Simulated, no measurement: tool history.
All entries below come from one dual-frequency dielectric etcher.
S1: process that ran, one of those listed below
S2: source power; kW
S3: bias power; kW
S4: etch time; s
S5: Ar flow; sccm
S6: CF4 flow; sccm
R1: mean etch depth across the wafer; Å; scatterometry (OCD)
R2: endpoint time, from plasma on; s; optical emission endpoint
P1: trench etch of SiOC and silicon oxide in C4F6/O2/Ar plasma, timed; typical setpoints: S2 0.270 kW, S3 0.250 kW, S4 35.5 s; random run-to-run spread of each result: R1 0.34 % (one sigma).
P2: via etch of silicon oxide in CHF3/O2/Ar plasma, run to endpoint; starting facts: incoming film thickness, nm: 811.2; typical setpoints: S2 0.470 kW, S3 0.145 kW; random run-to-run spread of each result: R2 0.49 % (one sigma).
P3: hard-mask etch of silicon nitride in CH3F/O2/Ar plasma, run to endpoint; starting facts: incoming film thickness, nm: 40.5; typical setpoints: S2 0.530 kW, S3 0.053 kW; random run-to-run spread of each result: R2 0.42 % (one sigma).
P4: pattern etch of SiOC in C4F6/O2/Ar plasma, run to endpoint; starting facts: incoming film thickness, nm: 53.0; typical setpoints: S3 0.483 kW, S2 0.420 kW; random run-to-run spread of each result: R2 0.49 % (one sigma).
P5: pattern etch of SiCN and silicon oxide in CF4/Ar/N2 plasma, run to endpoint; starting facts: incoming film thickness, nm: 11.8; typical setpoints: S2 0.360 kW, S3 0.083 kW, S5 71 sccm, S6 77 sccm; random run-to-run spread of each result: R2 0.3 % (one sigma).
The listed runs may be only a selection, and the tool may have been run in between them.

run,day,S1,S2,S3,S4,S5,S6,R1,R2
1,0.692,P1,0.270,0.250,35.5,,,689.48,
2,1.092,P5,0.360,0.083,,71,77,,15.792
3,1.829,P1,0.270,0.250,35.5,,,691.12,
4,2.162,P3,0.530,0.053,,,,,58.154
5,2.688,P2,0.570,0.145,,,,,445.680
6,3.175,P3,0.380,0.053,,,,,66.051
7,3.929,P1,0.170,0.250,45.0,,,737.64,
8,4.408,P5,0.360,0.083,,71,47,,16.801
9,5.162,P4,0.420,0.483,,,,,17.300
10,5.500,P1,0.180,0.250,35.5,,,593.52,
11,6.079,P1,0.340,0.250,35.5,,,756.71,
12,6.800,P2,0.470,0.191,,,,,439.960
13,7.488,P4,0.420,0.483,,,,,17.334
14,8.075,P1,0.270,0.314,35.5,,,749.76,
15,8.483,P5,0.360,0.083,,97,77,,16.329
16,9.083,P3,0.530,0.041,,,,,63.173
17,9.842,P5,0.360,0.083,,71,77,,15.734
18,10.375,P4,0.250,0.483,,,,,21.127
19,10.762,P1,0.270,0.250,46.0,,,896.97,
20,11.096,P1,0.270,0.180,35.5,,,616.40,
21,11.717,P5,0.360,0.106,,71,77,,14.492
22,12.188,P5,0.460,0.083,,71,77,,12.632
23,12.558,P1,0.270,0.250,35.5,,,691.21,
24,13.246,P4,0.420,0.586,,,,,16.177
25,13.788,P1,0.270,0.250,35.5,,,690.53,
26,14.300,P1,0.270,0.250,24.5,,,477.86,
27,14.775,P1,0.270,0.250,35.5,,,690.49,
28,15.500,P2,0.470,0.145,,,,,481.580
29,16.046,P1,0.270,0.250,35.5,,,691.69,
30,16.388,P1,0.270,0.250,35.5,,,698.64,
31,16.771,P1,0.270,0.250,35.5,,,696.34,
32,17.300,P1,0.270,0.250,35.5,,,696.36,
33,17.979,P1,0.270,0.250,35.5,,,701.59,
# day 18.038: wet clean of the chamber
34,18.571,P1,0.270,0.250,35.5,,,705.61,
35,19.162,P1,0.270,0.250,35.5,,,703.57,
36,19.858,P1,0.270,0.250,35.5,,,707.31,
37,20.571,P1,0.270,0.250,35.5,,,704.87,

The log shows P1 creeping away from where it was. Any of the 2 causes listed here, at the size stated for it, fits the log just as well as the others:
A: source power that arrives over what is set, % = 4.53
B: bias power that arrives over what is set, % = 4.94
The gradual shift began around day 16.046.
Each remaining cause and why it is not a fit:
chamber walls in a state that raises the etch rate, %: was serviced at day 18.038, once the creep was under way, yet the earlier output never came back

Below are 4 check runs, each on a single wafer, with their results shown as question marks. Which of them would tell the listed causes apart, meaning the causes would give clearly different results under it?
check 1,21.283,P4,0.270,0.569,,,,,?
check 2,21.283,P3,0.530,0.043,,,,,?
check 3,21.283,P2,0.470,0.184,,,,,?
check 4,21.283,P5,0.360,0.083,,83,77,,?

If the cause were each of the candidates in turn, the checks would give the following:
check,result,if A,if B
check 1,R2,18.855,18.807
check 2,R2,61.012,61.224
check 3,R2,436.610,436.700
check 4,R2,15.430,15.783
Separation of the two closest causes in each check, using whichever result separates them best: check 1 0.26 %; check 2 0.35 %; check 3 0.02 %; check 4 2.26 %
Only check 4 tells the causes apart: in the others they would give nearly the same result.

The results of check 4 are: R2 15.443 s. Based on these, which of the listed causes is it?

A is the cause: source power that arrives over what is set, %.

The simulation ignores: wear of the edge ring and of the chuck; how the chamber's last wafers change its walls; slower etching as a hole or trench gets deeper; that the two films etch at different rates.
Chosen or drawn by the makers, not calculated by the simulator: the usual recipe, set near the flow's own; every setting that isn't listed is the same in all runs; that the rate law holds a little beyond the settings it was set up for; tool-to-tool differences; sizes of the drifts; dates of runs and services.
